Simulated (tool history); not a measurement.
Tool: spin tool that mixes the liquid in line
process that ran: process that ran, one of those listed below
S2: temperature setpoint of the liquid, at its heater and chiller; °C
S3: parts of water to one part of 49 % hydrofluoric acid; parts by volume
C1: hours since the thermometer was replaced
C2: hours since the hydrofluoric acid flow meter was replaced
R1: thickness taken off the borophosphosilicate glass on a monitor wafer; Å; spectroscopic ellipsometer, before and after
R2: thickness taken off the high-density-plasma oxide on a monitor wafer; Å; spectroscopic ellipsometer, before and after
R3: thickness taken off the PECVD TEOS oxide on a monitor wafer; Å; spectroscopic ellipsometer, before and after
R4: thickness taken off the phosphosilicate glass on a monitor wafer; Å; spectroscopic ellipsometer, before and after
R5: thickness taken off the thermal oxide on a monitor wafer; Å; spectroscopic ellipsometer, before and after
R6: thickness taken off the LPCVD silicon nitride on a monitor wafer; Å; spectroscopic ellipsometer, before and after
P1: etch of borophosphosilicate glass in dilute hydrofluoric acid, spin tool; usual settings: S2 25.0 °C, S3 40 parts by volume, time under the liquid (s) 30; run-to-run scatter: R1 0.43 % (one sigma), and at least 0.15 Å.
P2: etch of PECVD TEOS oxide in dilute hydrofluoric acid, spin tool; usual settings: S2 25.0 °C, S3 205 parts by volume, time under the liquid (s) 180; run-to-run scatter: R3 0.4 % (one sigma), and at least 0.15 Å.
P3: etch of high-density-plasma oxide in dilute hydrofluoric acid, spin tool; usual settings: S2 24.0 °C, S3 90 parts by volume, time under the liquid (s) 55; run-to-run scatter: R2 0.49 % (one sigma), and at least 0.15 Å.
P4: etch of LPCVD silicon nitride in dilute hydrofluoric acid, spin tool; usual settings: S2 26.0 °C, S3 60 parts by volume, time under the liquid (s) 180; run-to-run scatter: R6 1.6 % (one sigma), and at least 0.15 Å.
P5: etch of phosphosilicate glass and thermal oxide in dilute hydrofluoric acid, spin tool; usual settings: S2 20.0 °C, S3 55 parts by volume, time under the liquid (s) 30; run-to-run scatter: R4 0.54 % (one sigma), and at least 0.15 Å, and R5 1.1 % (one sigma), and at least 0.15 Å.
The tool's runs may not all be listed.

run 1 hour=14.4 | process_that_ran=P1 S2=25.0 S3=40 time_under_the_liquid_(s)=30 | C1=1790.2 C2=216.6 | R1=373.14
run 2 hour=23.5 | process_that_ran=P3 S2=24.0 S3=90 time_under_the_liquid_(s)=90 | C1=1799.3 C2=225.7 | R2=72.860
run 3 hour=36.3 | process_that_ran=P2 S2=25.0 S3=205 time_under_the_liquid_(s)=180 | C1=1812.1 C2=238.5 | R3=159.890
run 4 hour=54.6 | process_that_ran=P5 S2=20.0 S3=105 time_under_the_liquid_(s)=30 | C1=1830.4 C2=256.8 | R4=323.03 R5=12.005
run 5 hour=72.5 | process_that_ran=P1 S2=17.0 S3=40 time_under_the_liquid_(s)=30 | C1=1848.3 C2=274.7 | R1=262.53
run 6 hour=81.0 | process_that_ran=P1 S2=25.0 S3=40 time_under_the_liquid_(s)=60 | C1=1856.8 C2=283.2 | R1=738.70
run 7 hour=90.2 | process_that_ran=P1 S2=25.0 S3=40 time_under_the_liquid_(s)=30 | C1=1866.0 C2=292.4 | R1=371.02
run 8 hour=102.4 | process_that_ran=P1 S2=25.0 S3=40 time_under_the_liquid_(s)=30 | C1=1878.2 C2=304.6 | R1=372.59
run 9 hour=115.3 | process_that_ran=P3 S2=24.0 S3=130 time_under_the_liquid_(s)=55 | C1=1891.1 C2=317.5 | R2=29.188
run 10 hour=129.9 | process_that_ran=P5 S2=20.0 S3=55 time_under_the_liquid_(s)=45 | C1=1905.7 C2=332.1 | R4=987.82 R5=37.674
run 11 hour=145.9 | process_that_ran=P5 S2=24.0 S3=55 time_under_the_liquid_(s)=30 | C1=1921.7 C2=348.1 | R4=778.76 R5=29.674
run 12 hour=155.7 | process_that_ran=P5 S2=20.0 S3=55 time_under_the_liquid_(s)=30 | C1=1931.5 C2=357.9 | R4=654.45 R5=24.953
run 13 hour=172.9 | process_that_ran=P2 S2=25.0 S3=205 time_under_the_liquid_(s)=180 | C1=1948.7 C2=375.1 | R3=160.610
run 14 hour=190.1 | process_that_ran=P2 S2=25.0 S3=205 time_under_the_liquid_(s)=15 | C1=1965.9 C2=392.3 | R3=13.399
run 15 hour=200.4 | process_that_ran=P4 S2=26.0 S3=60 time_under_the_liquid_(s)=65 | C1=1976.2 C2=402.6 | R6=5.5012
run 16 hour=214.0 | process_that_ran=P2 S2=25.0 S3=65 time_under_the_liquid_(s)=180 | C1=1989.8 C2=416.2 | R3=597.420
run 17 hour=233.4 | process_that_ran=P1 S2=25.0 S3=65 time_under_the_liquid_(s)=30 | C1=2009.2 C2=435.6 | R1=219.96
run 18 hour=248.8 | process_that_ran=P4 S2=26.0 S3=60 time_under_the_liquid_(s)=180 | C1=2024.6 C2=451.0 | R6=16.0340
run 19 hour=259.7 | process_that_ran=P3 S2=24.0 S3=90 time_under_the_liquid_(s)=55 | C1=2035.5 C2=461.9 | R2=44.451
run 20 hour=274.7 | process_that_ran=P1 S2=25.0 S3=40 time_under_the_liquid_(s)=15 | C1=2050.5 C2=476.9 | R1=184.99
run 21 hour=283.5 | process_that_ran=P3 S2=17.5 S3=90 time_under_the_liquid_(s)=55 | C1=2059.3 C2=485.7 | R2=34.452
run 22 hour=298.0 | process_that_ran=P3 S2=24.0 S3=90 time_under_the_liquid_(s)=55 | C1=2073.8 C2=500.2 | R2=44.968

Run 23 comes next. What will it give?
run 23 hour=311.3 | process_that_ran=P1 S2=25.0 S3=40 time_under_the_liquid_(s)=30 | C1=2087.1 C2=513.5 | R1=?

{"run 23": {"R1": 371.44}}
